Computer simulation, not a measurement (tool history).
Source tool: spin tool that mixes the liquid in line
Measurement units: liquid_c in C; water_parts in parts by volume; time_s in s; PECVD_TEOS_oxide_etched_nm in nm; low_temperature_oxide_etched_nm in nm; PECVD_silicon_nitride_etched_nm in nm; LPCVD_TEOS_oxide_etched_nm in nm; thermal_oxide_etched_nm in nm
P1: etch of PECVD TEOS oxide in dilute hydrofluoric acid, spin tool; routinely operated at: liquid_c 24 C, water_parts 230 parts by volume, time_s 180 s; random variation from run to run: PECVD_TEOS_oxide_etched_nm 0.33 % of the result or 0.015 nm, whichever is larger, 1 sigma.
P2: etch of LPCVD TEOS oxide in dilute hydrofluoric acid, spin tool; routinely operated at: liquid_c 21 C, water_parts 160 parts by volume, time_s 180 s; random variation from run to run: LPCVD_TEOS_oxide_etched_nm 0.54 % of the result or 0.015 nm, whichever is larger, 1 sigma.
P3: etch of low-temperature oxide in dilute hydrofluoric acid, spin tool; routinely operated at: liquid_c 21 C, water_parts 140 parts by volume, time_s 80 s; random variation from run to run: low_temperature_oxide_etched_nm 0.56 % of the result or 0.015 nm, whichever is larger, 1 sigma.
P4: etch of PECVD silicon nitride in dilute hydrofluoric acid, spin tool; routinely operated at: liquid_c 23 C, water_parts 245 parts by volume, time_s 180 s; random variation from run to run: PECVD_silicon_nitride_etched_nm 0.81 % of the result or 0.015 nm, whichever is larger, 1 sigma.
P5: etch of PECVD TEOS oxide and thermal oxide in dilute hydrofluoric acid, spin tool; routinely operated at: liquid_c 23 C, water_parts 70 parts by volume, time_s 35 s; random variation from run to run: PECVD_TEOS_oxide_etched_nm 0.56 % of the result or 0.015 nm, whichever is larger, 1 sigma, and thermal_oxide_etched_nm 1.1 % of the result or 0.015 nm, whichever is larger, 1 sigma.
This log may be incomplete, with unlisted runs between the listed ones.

run   hour  process  liquid_c  water_parts  time_s  hours since the thermometer was replaced  hours since the hydrofluoric acid flow meter was replaced  PECVD_TEOS_oxide_etched_nm  low_temperature_oxide_etched_nm  PECVD_silicon_nitride_etched_nm  LPCVD_TEOS_oxide_etched_nm  thermal_oxide_etched_nm
  1    5.4       P1        24          230     180                                     402.4                                                      429.8                      7.6236
  2    9.4       P1        24          230      90                                     406.4                                                      433.8                      3.8124
  3   13.6       P1      18.5          230     180                                     410.6                                                        438                       6.222
  4   16.9       P1        24          350     180                                     413.9                                                      441.3                      4.4365
  5   20.3       P1      29.5          230     180                                     417.3                                                      444.7                      9.2987
  6     25       P3        21          140      80                                       422                                                      449.4                                                       8.6087
  7   31.5       P3        17          140      80                                     428.5                                                      455.9                                                       7.3369
  8   36.2       P1        30          230     105                                     433.2                                                      460.6                      5.4751
  9   42.8       P4        23          245     180                                     439.8                                                      467.2                                                                                        2.8507
 10   48.4       P2        21          275     180                                     445.4                                                      472.8                                                                                                                    12.656
 11     53       P1        24          230     300                                       450                                                      477.4                      12.761
 12     57       P2        17          160     180                                       454                                                      481.4                                                                                                                    20.792
 13   63.6       P1        24          230     180                                     460.6                                                        488                      7.6323
 14   70.8       P2        21          160      40                                     467.8                                                      495.2                                                                                                                     5.413
 15   77.2       P1        24          230     180                                     474.2                                                      501.6                      7.6472
 16     81       P3        21          140      80                                       478                                                      505.4                                                       8.7017
 17   85.5       P3        21          140      15                                     482.5                                                      509.9                                                       1.6316
 18   91.4       P3        21          205      80                                     488.4                                                      515.8                                                          5.5
 19   97.9       P1        24          230     180                                     494.9                                                      522.3                      7.6697
 20    104       P2        21          160     180                                       501                                                      528.4                                                                                                                     24.42
 21  107.5       P5        23          110      35                                     504.5                                                      531.9                      4.3785                                                                                                                 1.3968
 22  114.4       P5        23           70      35                                     511.4                                                      538.8                      7.2678                                                                                                                 2.2768
 23  121.3       P1        24          230     180                                     518.3                                                      545.7                      7.6664
 24  125.9       P1        24          230     180                                     522.9                                                      550.3                       7.633
 25  129.1       P4        23          245      95                                     526.1                                                      553.5                                                                                        1.4833
 26  136.1       P4        18          245     180                                     533.1                                                      560.5                                                                                        2.0695
 27  139.7       P1        17          230      40                                     536.7                                                      564.1                      1.2853
 28    144       P1        24           75     180                                       541                                                      568.4                      28.114
 29  150.9       P5        23           70      15                                     547.9                                                      575.3                      3.1275                                                                                                                 1.0173
 30  155.9       P5      19.5           70      35                                     552.9                                                      580.3                      6.3321                                                                                                                 2.0372
 31  159.7       P4        23          155     180                                     556.7                                                      584.1                                                                                        4.5218
 32  163.5       P1        24          230     180                                     560.5                                                      587.9                       7.591
 33  168.9       P1        24          230     180                                     565.9                                                      593.3                      7.6364
 34  173.4       P1        24          230     180                                     570.4                                                      597.8                      7.3664
 35  178.3       P1        24          230     180                                     575.3                                                      602.7                      7.2154

Run 36 is up next; what results do you expect?
 36   184       P1        24          230     180                                       581                                                      608.4                           ?

{"run 36": {"PECVD_TEOS_oxide_etched_nm": 7.156}}
